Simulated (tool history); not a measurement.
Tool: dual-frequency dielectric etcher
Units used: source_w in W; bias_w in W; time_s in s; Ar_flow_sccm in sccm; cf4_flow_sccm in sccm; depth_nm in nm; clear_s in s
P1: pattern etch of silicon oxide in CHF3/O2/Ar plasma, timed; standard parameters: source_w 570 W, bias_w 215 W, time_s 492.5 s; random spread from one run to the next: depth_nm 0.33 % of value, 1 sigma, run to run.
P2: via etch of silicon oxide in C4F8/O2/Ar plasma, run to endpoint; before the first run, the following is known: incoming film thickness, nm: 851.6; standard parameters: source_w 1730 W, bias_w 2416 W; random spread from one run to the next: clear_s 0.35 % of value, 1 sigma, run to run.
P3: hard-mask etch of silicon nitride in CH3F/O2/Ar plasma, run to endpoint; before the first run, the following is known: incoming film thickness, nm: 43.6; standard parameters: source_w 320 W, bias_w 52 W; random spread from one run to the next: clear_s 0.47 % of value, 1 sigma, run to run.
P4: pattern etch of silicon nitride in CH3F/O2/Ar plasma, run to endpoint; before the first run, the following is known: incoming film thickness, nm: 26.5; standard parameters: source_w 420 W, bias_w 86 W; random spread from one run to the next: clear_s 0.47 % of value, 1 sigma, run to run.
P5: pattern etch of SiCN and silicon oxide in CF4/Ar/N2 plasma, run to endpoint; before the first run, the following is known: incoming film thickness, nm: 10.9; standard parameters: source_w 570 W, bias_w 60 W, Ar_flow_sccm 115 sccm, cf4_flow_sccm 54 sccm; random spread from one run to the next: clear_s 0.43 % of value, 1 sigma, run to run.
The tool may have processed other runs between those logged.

run,hour,process,source_w,bias_w,time_s,Ar_flow_sccm,cf4_flow_sccm,hours since the last wet clean,hours since the last source power generator calibration,hours since the last bias power generator calibration,depth_nm,clear_s
1,12.4,P1,570,215,492.5,,,164.3,1613.2,2130.1,1028.90,
2,19.8,P1,570,215,492.5,,,171.7,1620.6,2137.5,1026.40,
3,31.4,P1,570,215,271.0,,,183.3,1632.2,2149.1,565.17,
4,47.6,P3,320,52,,,,199.5,1648.4,2165.3,,73.9610
5,57.4,P1,420,282,492.5,,,209.3,1658.2,2175.1,1009.80,
6,70.2,P5,570,60,,115,69,222.1,1671.0,2187.9,,11.1290
7,85.7,P3,320,33,,,,237.6,1686.5,2203.4,,84.8010
8,94.4,P1,570,133,492.5,,,246.3,1695.2,2212.1,871.71,
9,109.0,P5,570,48,,115,54,260.9,1709.8,2226.7,,12.5650
10,120.6,P5,760,60,,115,54,272.5,1721.4,2238.3,,9.0237
11,128.3,P1,570,288,492.5,,,280.2,1729.1,2246.0,1134.50,
12,144.7,P1,370,215,492.5,,,296.6,1745.5,2262.4,868.21,
13,156.4,P1,570,168,370.5,,,308.3,1757.2,2274.1,703.88,
14,167.8,P5,570,60,,144,54,319.7,1768.6,2285.5,,12.0420
15,175.7,P4,580,86,,,,327.6,1776.5,2293.4,,30.2860
16,185.3,P2,1730,1411,,,,337.2,1786.1,2303.0,,198.8500
17,195.2,P5,570,60,,115,54,347.1,1796.0,2312.9,,11.5310
18,207.8,P1,570,215,681.0,,,359.7,1808.6,2325.5,1414.00,
19,215.6,P1,570,215,492.5,,,367.5,1816.4,2333.3,1029.10,
# hour 229.1: bias power generator calibrated
20,229.9,P3,240,52,,,,381.8,1830.7,0.8,,81.8420
21,246.2,P1,570,215,492.5,,,398.1,1847.0,17.1,1023.30,
22,258.6,P2,2150,2416,,,,410.5,1859.4,29.5,,155.5000
23,272.5,P4,420,86,,,,424.4,1873.3,43.4,,33.8650
24,280.1,P1,670,131,492.5,,,432.0,1880.9,51.0,926.62,
25,290.7,P1,730,215,492.5,,,442.6,1891.5,61.6,1124.80,
26,302.7,P2,1730,2416,,,,454.6,1903.5,73.6,,169.7900
27,311.7,P5,570,60,,115,54,463.6,1912.5,82.6,,11.5380
28,320.5,P4,420,86,,,,472.4,1921.3,91.4,,34.4060
29,329.7,P4,420,64,,,,481.6,1930.5,100.6,,37.9220
30,345.0,P1,570,215,492.5,,,496.9,1945.8,115.9,1025.60,
31,353.4,P1,570,215,492.5,,,505.3,1954.2,124.3,1031.10,
32,368.1,P1,570,215,492.5,,,520.0,1968.9,139.0,1037.00,
# hour 376.0: wet clean of the chamber
33,377.0,P1,570,215,492.5,,,1.0,1977.8,147.9,1039.20,
34,388.3,P1,570,215,492.5,,,12.3,1989.1,159.2,1038.70,
35,402.5,P1,570,215,492.5,,,26.5,2003.3,173.4,1041.10,
36,410.0,P1,570,215,492.5,,,34.0,2010.8,180.9,1044.60,

Something has made what P1 gives creep away from where it was; the 2 causes below, each at its own stated size, fit the log equally well:
A: source power that arrives over what is set, % = 4.49
B: bias power that arrives over what is set, % = 4.85
The gradual shift began around hour 345.0.
Other possible causes, and why each is ruled out:
chamber walls in a state that raises the etch rate, %: maintenance at hour 376.0, after the shift began, did not return the process to its former output

Each of the check runs listed below is run on 2 wafers and reports their average, with the results left as question marks. Pick the one under which the possible causes would lead to clearly different results.
check 1,417.5,P5,570,60,,115,54,,,,,?
check 2,417.5,P3,320,52,,,,,,,,?
check 3,417.5,P2,1730,2416,,,,,,,,?
check 4,417.5,P4,420,86,,,,,,,,?

How each check would come out, cause by cause:
check,result,if A,if B
check 1,clear_s,11.1190,11.3720
check 2,clear_s,72.2300,72.3440
check 3,clear_s,167.1400,167.6400
check 4,clear_s,33.6370,33.6240
Distance between the nearest two causes, measured in the result of the check that separates them most: check 1 2.25 %; check 2 0.16 %; check 3 0.3 %; check 4 0.04 %
The causes can be told apart only by check 1. The other checks would give nearly the same results under each of them.

Check 1 was carried out, with these results: clear_s 11.0680 s. Which of the listed causes is responsible?

It is A: source power that arrives over what is set, %.
